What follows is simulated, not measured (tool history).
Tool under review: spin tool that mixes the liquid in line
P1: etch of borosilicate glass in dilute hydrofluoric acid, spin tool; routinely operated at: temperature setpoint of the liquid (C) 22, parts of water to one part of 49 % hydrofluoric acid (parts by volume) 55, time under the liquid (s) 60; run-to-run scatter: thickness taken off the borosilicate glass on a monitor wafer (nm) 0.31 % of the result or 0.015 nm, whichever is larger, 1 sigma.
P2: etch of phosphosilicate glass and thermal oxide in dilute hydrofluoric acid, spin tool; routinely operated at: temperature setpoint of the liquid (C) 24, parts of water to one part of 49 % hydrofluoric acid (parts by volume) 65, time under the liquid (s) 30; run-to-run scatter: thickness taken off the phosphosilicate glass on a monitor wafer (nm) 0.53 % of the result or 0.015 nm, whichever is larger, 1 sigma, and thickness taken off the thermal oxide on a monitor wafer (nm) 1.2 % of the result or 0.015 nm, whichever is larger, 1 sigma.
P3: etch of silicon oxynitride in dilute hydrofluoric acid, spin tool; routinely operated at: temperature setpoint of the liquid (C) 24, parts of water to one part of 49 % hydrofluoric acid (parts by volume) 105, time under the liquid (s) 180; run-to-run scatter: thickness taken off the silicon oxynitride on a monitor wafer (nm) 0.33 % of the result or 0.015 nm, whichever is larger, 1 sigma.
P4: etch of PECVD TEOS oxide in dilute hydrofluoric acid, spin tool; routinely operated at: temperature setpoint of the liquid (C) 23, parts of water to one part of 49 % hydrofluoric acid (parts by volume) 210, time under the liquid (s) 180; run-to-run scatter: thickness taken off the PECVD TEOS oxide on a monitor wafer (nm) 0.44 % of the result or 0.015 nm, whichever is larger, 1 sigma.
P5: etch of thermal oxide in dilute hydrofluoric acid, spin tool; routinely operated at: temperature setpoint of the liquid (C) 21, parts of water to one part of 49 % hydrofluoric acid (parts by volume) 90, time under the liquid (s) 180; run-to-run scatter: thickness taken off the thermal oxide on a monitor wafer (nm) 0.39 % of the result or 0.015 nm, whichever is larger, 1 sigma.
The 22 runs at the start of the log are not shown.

run     day  process that ran  temperature setpoint of the liquid (C)  parts of water to one part of 49 % hydrofluoric acid (parts by volume)  time under the liquid (s)  hours since the thermometer was replaced  hours since the hydrofluoric acid flow meter was replaced  thickness taken off the borosilicate glass on a monitor wafer (nm)  thickness taken off the PECVD TEOS oxide on a monitor wafer (nm)  thickness taken off the thermal oxide on a monitor wafer (nm)  thickness taken off the phosphosilicate glass on a monitor wafer (nm)  thickness taken off the silicon oxynitride on a monitor wafer (nm)
 23  10.654                P5                                      21                                                                      20                        180                                      1800                                                       98.3                                                                                                                                                                                               43.489
 24  11.046                P2                                      24                                                                      65                         30                                    1809.4                                                      107.7                                                                                                                                                                                               2.1747                                                                 98.267
 25  11.383                P4                                      23                                                                     370                        180                                    1817.5                                                      115.8                                                                                                                                4.7043
 26  11.812                P4                                      23                                                                     210                        180                                    1827.8                                                      126.1                                                                                                                                9.8498
 27  12.275                P3                                      24                                                                     105                        180                                    1838.9                                                      137.2                                                                                                                                                                                                                                                                                                                                          7.4386
 28  12.771                P5                                      21                                                                      90                        180                                    1850.8                                                      149.1                                                                                                                                                                                               8.8756
 29   13.05                P3                                      24                                                                      65                        180                                    1857.5                                                      155.8                                                                                                                                                                                                                                                                                                                                          12.471
 30  13.625                P2                                      17                                                                      65                         30                                    1871.3                                                      169.6                                                                                                                                                                                               1.5808                                                                 73.227
 31  14.154                P5                                      21                                                                      90                        325                                      1884                                                      182.3                                                                                                                                                                                                16.01
 32  14.692                P1                                      22                                                                      55                         60                                    1896.9                                                      195.2                                                              31.256

For run 33, what comes out?
 33  15.217                P1                                      22                                                                      55                         60                                    1909.5                                                      207.8                                                                   ?

Run 33 yielded thickness taken off the borosilicate glass on a monitor wafer (nm) 29.892.
